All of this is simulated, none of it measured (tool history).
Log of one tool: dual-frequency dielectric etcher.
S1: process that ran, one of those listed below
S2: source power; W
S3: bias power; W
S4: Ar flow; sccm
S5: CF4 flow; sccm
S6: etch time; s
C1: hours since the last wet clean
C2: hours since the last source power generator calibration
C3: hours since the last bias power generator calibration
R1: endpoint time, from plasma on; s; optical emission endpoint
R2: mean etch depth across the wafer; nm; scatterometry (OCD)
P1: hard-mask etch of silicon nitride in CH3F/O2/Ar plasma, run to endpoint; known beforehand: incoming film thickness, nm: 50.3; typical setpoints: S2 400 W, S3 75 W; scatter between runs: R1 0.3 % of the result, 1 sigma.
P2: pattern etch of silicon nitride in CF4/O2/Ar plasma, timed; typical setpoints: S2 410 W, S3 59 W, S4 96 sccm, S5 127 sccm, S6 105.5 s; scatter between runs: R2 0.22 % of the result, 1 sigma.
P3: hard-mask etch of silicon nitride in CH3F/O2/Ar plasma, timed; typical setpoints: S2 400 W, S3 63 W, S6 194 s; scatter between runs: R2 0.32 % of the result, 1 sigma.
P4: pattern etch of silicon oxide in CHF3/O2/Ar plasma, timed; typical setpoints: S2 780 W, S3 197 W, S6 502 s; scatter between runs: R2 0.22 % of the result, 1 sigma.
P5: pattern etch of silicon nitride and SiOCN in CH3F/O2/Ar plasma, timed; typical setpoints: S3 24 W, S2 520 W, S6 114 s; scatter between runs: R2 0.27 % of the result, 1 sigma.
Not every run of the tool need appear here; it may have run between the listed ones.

run	hour	S1	S2	S3	S4	S5	S6	C1	C2	C3	R1	R2
1	11.8	P1	400	75				237.7	783.2	1365	72.093	
2	22.5	P2	410	59	128	127	105.5	248.4	793.9	1375.7		175.32
3	29	P1	400	50				254.9	800.4	1382.2	82.356	
4	36.4	P5	520	24			114	262.3	807.8	1389.6		17.297
5	46.4	P1	400	75				272.3	817.8	1399.6	72.373	
6	60.1	P5	690	24			114	286	831.5	1413.3		19.08
7	74.3	P1	550	75				300.2	845.7	1427.5	63.632	
8	82.3	P4	780	239			502	308.2	853.7	1435.5		1195.5
9	92.1	P4	780	197			502	318	863.5	1445.3		1125
10	99	P2	410	59	96	127	105.5	324.9	870.4	1452.2		180.77
11	113.1	P4	780	197			502	339	884.5	1466.3		1121.3
12	123.5	P1	490	100				349.4	894.9	1476.7	60.459	
13	136.2	P4	780	197			742.5	362.1	907.6	1489.4		1661.8
14	147.7	P2	410	37	96	127	105.5	373.6	919.1	1500.9		152.47
15	155.8	P2	410	59	96	168	105.5	381.7	927.2	1509		185.31
16	164.5	P2	260	59	96	127	105.5	390.4	935.9	1517.7		121.88
17	176.4	P1	400	93				402.3	947.8	1529.6	66.867	
18	184.8	P1	400	75				410.7	956.2	1538	71.998	
19	192.7	P3	400	63			120	418.6	964.1	1545.9		79.264
20	203.5	P1	400	75				429.4	974.9	1556.7	72.16	
21	211.7	P3	400	63			194	437.6	983.1	1564.9		128.3
22	223.4	P1	560	88				449.3	994.8	1576.6	60.027	
23	232.9	P5	520	24			114	458.8	1004.3	1586.1		17.264
24	244.4	P4	490	197			502	470.3	1015.8	1597.6		939.59
25	254.3	P1	550	53				480.2	1025.7	1607.5	71.907	
26	266.6	P2	410	59	96	127	105.5	492.5	1038	1619.8		180.18
27	278.7	P2	410	59	96	127	128.5	504.6	1050.1	1631.9		219.95
28	287.5	P1	270	75				513.4	1058.9	1640.7	83.737	
29	299.7	P3	490	63			194	525.6	1071.1	1652.9		138.7
30	309.2	P3	400	42			194	535.1	1080.6	1662.4		112.9
31	317.3	P5	520	24			64.5	543.2	1088.7	1670.5		9.7929
32	324.4	P1	400	75				550.3	1095.8	1677.6	72.303	
33	336.8	P5	520	32			114	562.7	1108.2	1690		19.759
34	347.7	P1	400	75				573.6	1119.1	1700.9	71.664	
35	358	P1	400	75				583.9	1129.4	1711.2	72.127	
36	372.1	P1	400	75				598	1143.5	1725.3	72.533	
37	386.1	P1	400	75				612	1157.5	1739.3	72.924	

Estimate the outcome of run 38 from the log above:
38	397	P1	400	75				622.9	1168.4	1750.2	?	

{"run 38": {"R1": 73.219}}

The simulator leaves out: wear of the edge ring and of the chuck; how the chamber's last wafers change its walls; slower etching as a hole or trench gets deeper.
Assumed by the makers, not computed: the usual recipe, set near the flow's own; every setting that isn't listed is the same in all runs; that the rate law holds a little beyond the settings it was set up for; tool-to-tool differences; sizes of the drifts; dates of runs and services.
